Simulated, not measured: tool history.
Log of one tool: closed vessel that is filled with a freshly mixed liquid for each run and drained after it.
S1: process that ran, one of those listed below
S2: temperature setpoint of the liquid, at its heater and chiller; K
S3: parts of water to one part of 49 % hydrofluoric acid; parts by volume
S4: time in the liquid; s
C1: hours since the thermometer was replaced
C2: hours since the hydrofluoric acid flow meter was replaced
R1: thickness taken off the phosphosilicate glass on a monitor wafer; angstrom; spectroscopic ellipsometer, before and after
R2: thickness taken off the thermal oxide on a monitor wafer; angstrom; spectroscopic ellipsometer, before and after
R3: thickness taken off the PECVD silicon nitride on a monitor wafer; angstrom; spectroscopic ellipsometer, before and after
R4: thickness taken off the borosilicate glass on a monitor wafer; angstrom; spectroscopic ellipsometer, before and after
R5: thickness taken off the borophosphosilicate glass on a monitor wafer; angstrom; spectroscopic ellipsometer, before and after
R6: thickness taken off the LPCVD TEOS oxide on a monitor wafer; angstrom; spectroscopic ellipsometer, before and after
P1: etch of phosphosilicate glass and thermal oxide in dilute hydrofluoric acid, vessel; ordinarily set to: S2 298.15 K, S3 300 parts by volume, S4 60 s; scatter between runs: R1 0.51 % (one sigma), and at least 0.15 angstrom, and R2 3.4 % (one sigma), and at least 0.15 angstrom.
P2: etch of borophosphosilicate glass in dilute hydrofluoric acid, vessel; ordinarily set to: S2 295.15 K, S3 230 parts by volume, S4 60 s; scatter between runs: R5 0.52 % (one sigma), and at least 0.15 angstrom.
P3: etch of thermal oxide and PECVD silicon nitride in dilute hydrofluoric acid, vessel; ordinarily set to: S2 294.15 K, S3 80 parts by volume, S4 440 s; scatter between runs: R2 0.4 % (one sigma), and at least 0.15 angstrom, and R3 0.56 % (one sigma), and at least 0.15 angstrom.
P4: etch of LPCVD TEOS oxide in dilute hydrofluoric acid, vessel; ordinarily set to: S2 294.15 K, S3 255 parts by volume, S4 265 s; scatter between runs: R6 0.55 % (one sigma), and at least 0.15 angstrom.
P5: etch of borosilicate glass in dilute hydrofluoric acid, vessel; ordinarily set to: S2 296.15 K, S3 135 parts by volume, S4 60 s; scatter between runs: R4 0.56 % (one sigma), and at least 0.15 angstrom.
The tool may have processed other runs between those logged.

run     day  S1      S2   S3   S4      C1      C2       R1        R2       R3       R4       R5       R6
  1   0.571  P1  298.15  300   60   994.2  1120.6   98.228    7.6244
  2   1.167  P3  294.15   80  195  1008.5  1134.9           113.2200   84.897
  3   1.617  P5  296.15  135   60  1019.3  1145.7                              160.930
  4   2.183  P1  304.15  300   85  1032.9  1159.3  168.390   12.7480
  5   2.742  P5  304.15  135   60  1046.3  1172.7                              216.990
  6   3.283  P2  295.15  230   60  1059.3  1185.7                                       112.380
  7   3.696  P1  298.15  300   60  1069.2  1195.6   97.340    7.6695
  8   4.338  P1  298.15  185   60  1084.6  1211.0  179.530   13.4980
  9   4.892  P3  294.15  130  440  1097.9  1224.3           148.5300  117.510
 10   5.221  P3  294.15   80  440  1105.8  1232.2           258.3500  190.360
 11   5.525  P5  296.15  135   30  1113.1  1239.5                               80.700
 12   5.933  P5  296.15  235   60  1122.9  1249.3                               83.908
 13   6.596  P1  298.15  440   60  1138.8  1265.2   58.067    4.7301
 14   7.025  P4  290.15  255  265  1149.1  1275.5                                                111.110
 15   7.421  P1  301.65  300   30  1158.6  1285.0   54.793    4.1212
 16   7.962  P4  294.15  255  135  1171.6  1298.0                                                 65.763
 17   8.292  P2  295.15  230  115  1179.5  1305.9                                       215.980
 18   8.725  P1  291.65  300   60  1189.9  1316.3   77.654    6.2842
 19   9.071  P1  298.15  300   60  1198.2  1324.6   97.678    7.5075
 20   9.383  P2  290.15  230   60  1205.7  1332.1                                        92.323
 21   9.854  P2  295.15  355   60  1217.0  1343.4                                        63.934
 22  10.367  P3  302.15   80  440  1229.3  1355.7           352.8100  323.380
 23  11.008  P4  294.15  455  265  1244.7  1371.1                                                 60.355
 24  11.404  P1  306.15  300   60  1254.2  1380.6  127.040   10.1050
 25  11.904  P1  298.15  300   60  1266.2  1392.6   98.169    7.8667
 26  12.383  P1  298.15  300   60  1277.7  1404.1   97.864    7.6433
 27  12.771  P1  298.15  300   60  1287.0  1413.4   97.767    7.7642
 28  13.433  P3  294.15   80  440  1302.9  1429.3           256.0700  190.660
 29  13.875  P1  298.15  300   95  1313.5  1439.9  154.440   11.6200
 30  14.358  P4  294.15  255  265  1325.1  1451.5                                                127.770
 31  14.958  P1  298.15  300   30  1339.5  1465.9   49.155    4.1618

Run 32 comes next. What will it give?
 32  15.600  P4  294.15  255  265  1354.9  1481.3                       ?

{"run 32": {"R6": 129.43}}

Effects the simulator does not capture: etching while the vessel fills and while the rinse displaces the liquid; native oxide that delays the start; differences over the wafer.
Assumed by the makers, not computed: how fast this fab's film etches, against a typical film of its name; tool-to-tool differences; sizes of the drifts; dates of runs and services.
